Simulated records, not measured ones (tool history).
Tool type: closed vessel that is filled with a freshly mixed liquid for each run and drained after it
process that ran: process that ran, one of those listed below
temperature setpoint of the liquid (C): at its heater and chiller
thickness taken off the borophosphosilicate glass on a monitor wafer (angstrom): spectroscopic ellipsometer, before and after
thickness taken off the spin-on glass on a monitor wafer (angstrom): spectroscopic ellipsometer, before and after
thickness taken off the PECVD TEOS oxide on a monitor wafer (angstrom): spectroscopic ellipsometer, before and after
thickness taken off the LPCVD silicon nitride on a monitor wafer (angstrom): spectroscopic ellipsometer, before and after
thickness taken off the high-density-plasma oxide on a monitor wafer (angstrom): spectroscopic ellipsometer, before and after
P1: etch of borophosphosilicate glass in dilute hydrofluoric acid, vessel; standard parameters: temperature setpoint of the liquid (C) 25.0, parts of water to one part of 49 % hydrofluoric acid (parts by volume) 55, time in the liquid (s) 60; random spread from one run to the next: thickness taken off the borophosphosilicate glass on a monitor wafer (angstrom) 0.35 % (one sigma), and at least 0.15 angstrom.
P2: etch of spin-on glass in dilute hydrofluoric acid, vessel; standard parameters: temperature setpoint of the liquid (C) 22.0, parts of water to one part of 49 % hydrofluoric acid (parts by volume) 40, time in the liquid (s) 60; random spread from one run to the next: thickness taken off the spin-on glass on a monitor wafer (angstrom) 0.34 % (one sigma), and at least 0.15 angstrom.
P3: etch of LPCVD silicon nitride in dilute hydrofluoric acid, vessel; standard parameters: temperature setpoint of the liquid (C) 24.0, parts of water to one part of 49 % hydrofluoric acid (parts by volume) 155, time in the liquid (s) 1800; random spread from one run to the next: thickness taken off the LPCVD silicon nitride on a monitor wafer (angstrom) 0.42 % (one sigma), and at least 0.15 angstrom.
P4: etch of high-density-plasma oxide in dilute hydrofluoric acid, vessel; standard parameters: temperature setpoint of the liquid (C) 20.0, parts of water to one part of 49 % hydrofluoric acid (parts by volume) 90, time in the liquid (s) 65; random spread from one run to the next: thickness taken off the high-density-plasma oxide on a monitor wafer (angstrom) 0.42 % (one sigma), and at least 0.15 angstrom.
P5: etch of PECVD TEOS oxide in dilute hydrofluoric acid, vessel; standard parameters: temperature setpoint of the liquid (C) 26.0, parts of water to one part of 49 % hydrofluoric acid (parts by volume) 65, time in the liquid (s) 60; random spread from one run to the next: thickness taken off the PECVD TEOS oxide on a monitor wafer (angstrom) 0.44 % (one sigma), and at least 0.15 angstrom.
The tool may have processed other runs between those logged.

run,hour,process that ran,temperature setpoint of the liquid (C),parts of water to one part of 49 % hydrofluoric acid (parts by volume),time in the liquid (s),hours since the thermometer was replaced,hours since the hydrofluoric acid flow meter was replaced,thickness taken off the borophosphosilicate glass on a monitor wafer (angstrom),thickness taken off the spin-on glass on a monitor wafer (angstrom),thickness taken off the PECVD TEOS oxide on a monitor wafer (angstrom),thickness taken off the LPCVD silicon nitride on a monitor wafer (angstrom),thickness taken off the high-density-plasma oxide on a monitor wafer (angstrom)
1,2.5,P1,25.0,55,60,437.1,588.3,491.16,,,,
2,7.0,P2,22.0,40,60,441.6,592.8,,826.74,,,
3,11.0,P5,26.0,65,105,445.6,596.8,,,290.41,,
4,15.4,P3,17.0,155,1800,450.0,601.2,,,,37.013,
5,18.8,P4,17.0,90,65,453.4,604.6,,,,,45.421
6,22.7,P1,29.5,55,60,457.3,608.5,584.46,,,,
7,25.1,P1,25.0,55,30,459.7,610.9,243.13,,,,
8,28.6,P5,26.0,65,60,463.2,614.4,,,165.69,,
# hour 31.9: hydrofluoric acid flow meter replaced
9,33.4,P4,20.0,90,65,468.0,1.6,,,,,51.497
10,37.0,P5,19.0,65,60,471.6,5.2,,,124.33,,
11,40.1,P2,22.0,20,60,474.7,8.3,,1697.60,,,
12,43.9,P1,25.0,25,60,478.5,12.1,1114.80,,,,
13,48.4,P1,25.0,55,60,483.0,16.6,490.49,,,,
14,51.8,P4,20.0,90,65,486.4,20.0,,,,,52.100
15,55.8,P2,17.0,40,60,490.4,24.0,,670.53,,,
16,58.8,P5,26.0,45,60,493.4,27.0,,,246.70,,
17,62.2,P1,25.0,55,90,496.8,30.4,729.38,,,,
18,64.8,P5,26.0,65,60,499.4,33.0,,,165.01,,
19,67.5,P2,22.0,40,60,502.1,35.7,,829.36,,,
20,71.3,P4,20.0,135,65,505.9,39.5,,,,,33.057
21,75.6,P1,30.5,85,60,510.2,43.8,374.91,,,,
# hour 75.9: thermometer replaced
22,78.2,P2,22.0,40,30,2.3,46.4,,417.84,,,
23,80.5,P4,20.0,90,100,4.6,48.7,,,,,79.012
24,82.6,P1,25.0,55,60,6.7,50.8,487.50,,,,
25,87.4,P1,30.0,55,30,11.5,55.6,299.50,,,,
26,90.6,P3,24.0,280,1800,14.7,58.8,,,,32.731,
27,93.3,P3,24.0,155,730,17.4,61.5,,,,24.268,
28,96.9,P3,24.0,155,1800,21.0,65.1,,,,58.963,
29,99.6,P1,25.0,105,60,23.7,67.8,239.97,,,,
30,103.4,P1,25.0,55,60,27.5,71.6,490.21,,,,
31,107.3,P3,24.0,155,1800,31.4,75.5,,,,59.352,
32,110.8,P1,18.0,55,60,34.9,79.0,362.35,,,,
33,115.3,P1,25.0,55,60,39.4,83.5,486.46,,,,
34,119.4,P1,25.0,55,60,43.5,87.6,466.57,,,,

Run 35, settings as shown, results not yet in. Your forecast:
35,123.9,P1,25.0,55,60,48.0,92.1,?,,,,

Run 35 measured thickness taken off the borophosphosilicate glass on a monitor wafer (angstrom) 453.87.

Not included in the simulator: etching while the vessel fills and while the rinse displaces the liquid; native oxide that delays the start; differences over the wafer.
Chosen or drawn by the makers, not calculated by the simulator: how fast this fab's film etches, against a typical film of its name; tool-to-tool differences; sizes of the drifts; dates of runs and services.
